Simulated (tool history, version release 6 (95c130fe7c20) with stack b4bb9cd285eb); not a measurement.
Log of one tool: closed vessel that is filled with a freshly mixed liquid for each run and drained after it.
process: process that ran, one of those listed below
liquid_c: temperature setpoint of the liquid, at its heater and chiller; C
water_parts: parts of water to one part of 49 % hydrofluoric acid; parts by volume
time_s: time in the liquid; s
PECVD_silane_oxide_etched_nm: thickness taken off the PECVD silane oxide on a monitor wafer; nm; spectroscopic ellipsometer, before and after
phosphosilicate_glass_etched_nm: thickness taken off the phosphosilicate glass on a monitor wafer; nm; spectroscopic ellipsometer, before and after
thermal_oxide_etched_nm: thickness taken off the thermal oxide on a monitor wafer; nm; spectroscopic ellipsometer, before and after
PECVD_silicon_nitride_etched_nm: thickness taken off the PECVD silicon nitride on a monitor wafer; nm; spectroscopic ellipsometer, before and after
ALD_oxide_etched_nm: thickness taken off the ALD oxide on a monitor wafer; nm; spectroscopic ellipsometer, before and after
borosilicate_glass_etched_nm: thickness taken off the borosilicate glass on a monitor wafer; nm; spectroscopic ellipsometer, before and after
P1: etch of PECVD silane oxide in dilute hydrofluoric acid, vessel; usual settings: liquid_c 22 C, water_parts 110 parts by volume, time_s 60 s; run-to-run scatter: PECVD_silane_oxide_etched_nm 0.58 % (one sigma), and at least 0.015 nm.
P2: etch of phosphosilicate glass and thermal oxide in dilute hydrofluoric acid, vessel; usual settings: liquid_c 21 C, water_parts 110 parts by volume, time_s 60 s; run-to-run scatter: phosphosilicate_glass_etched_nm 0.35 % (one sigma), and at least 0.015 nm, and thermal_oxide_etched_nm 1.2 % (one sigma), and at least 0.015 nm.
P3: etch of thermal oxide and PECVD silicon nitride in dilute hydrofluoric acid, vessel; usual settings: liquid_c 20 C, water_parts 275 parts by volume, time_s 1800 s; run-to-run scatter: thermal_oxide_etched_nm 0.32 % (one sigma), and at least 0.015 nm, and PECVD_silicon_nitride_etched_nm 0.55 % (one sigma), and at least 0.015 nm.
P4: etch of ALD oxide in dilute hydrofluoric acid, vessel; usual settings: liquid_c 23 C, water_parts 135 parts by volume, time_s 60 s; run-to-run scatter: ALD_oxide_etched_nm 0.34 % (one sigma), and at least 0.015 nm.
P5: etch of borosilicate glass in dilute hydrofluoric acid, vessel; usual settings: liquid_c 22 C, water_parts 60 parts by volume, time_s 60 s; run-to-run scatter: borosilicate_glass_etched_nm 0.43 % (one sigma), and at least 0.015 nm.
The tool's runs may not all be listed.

| run | day | process | liquid_c | water_parts | time_s | PECVD_silane_oxide_etched_nm | phosphosilicate_glass_etched_nm | thermal_oxide_etched_nm | PECVD_silicon_nitride_etched_nm | ALD_oxide_etched_nm | borosilicate_glass_etched_nm |
|---|---|---|---|---|---|---|---|---|---|---|---|
| 1 | 0.208 | P1 | 22 | 110 | 60 | 18.166 |  |  |  |  |  |
| 2 | 0.388 | P2 | 21 | 110 | 110 |  | 66.223 | 4.2381 |  |  |  |
| 3 | 0.629 | P3 | 20 | 275 | 1800 |  |  | 21.72 | 11.521 |  |  |
| 4 | 0.871 | P1 | 22 | 190 | 100 | 15.997 |  |  |  |  |  |
| 5 | 1.15 | P4 | 23 | 135 | 60 |  |  |  |  | 10.66 |  |
| 6 | 1.354 | P3 | 20 | 275 | 600 |  |  | 7.2375 | 3.9165 |  |  |
| 7 | 1.683 | P1 | 17 | 110 | 30 | 7.3254 |  |  |  |  |  |
| 8 | 1.858 | P5 | 22 | 60 | 100 |  |  |  |  |  | 45.259 |
| 9 | 2.117 | P1 | 17 | 110 | 60 | 14.668 |  |  |  |  |  |
| 10 | 2.454 | P3 | 17 | 275 | 1800 |  |  | 19.361 | 9.4964 |  |  |
|  | 2.458 | hydrofluoric acid flow meter replaced |
| 11 | 2.712 | P1 | 22 | 110 | 60 | 18.222 |  |  |  |  |  |
| 12 | 2.9 | P5 | 26.5 | 60 | 60 |  |  |  |  |  | 32.658 |
| 13 | 3.238 | P1 | 22 | 110 | 60 | 17.959 |  |  |  |  |  |
| 14 | 3.417 | P2 | 21 | 110 | 60 |  | 36.053 | 2.3395 |  |  |  |
| 15 | 3.717 | P4 | 27.5 | 135 | 60 |  |  |  |  | 12.739 |  |
| 16 | 4.046 | P1 | 30 | 110 | 60 | 24.746 |  |  |  |  |  |
| 17 | 4.304 | P3 | 20 | 110 | 1800 |  |  | 64.289 | 28.329 |  |  |
| 18 | 4.642 | P5 | 22 | 60 | 60 |  |  |  |  |  | 27.472 |
| 19 | 4.908 | P1 | 22 | 110 | 60 | 18.109 |  |  |  |  |  |
| 20 | 5.133 | P2 | 21 | 60 | 60 |  | 69.966 | 4.5237 |  |  |  |
| 21 | 5.292 | P5 | 22 | 60 | 60 |  |  |  |  |  | 27.302 |
| 22 | 5.592 | P4 | 23 | 70 | 60 |  |  |  |  | 22.288 |  |

Forecast run 23:
| 23 | 5.775 | P2 | 21 | 110 | 60 |  | ? | ? |  |  |  |

{"run 23": {"phosphosilicate_glass_etched_nm": 36.126, "thermal_oxide_etched_nm": 2.3013}}
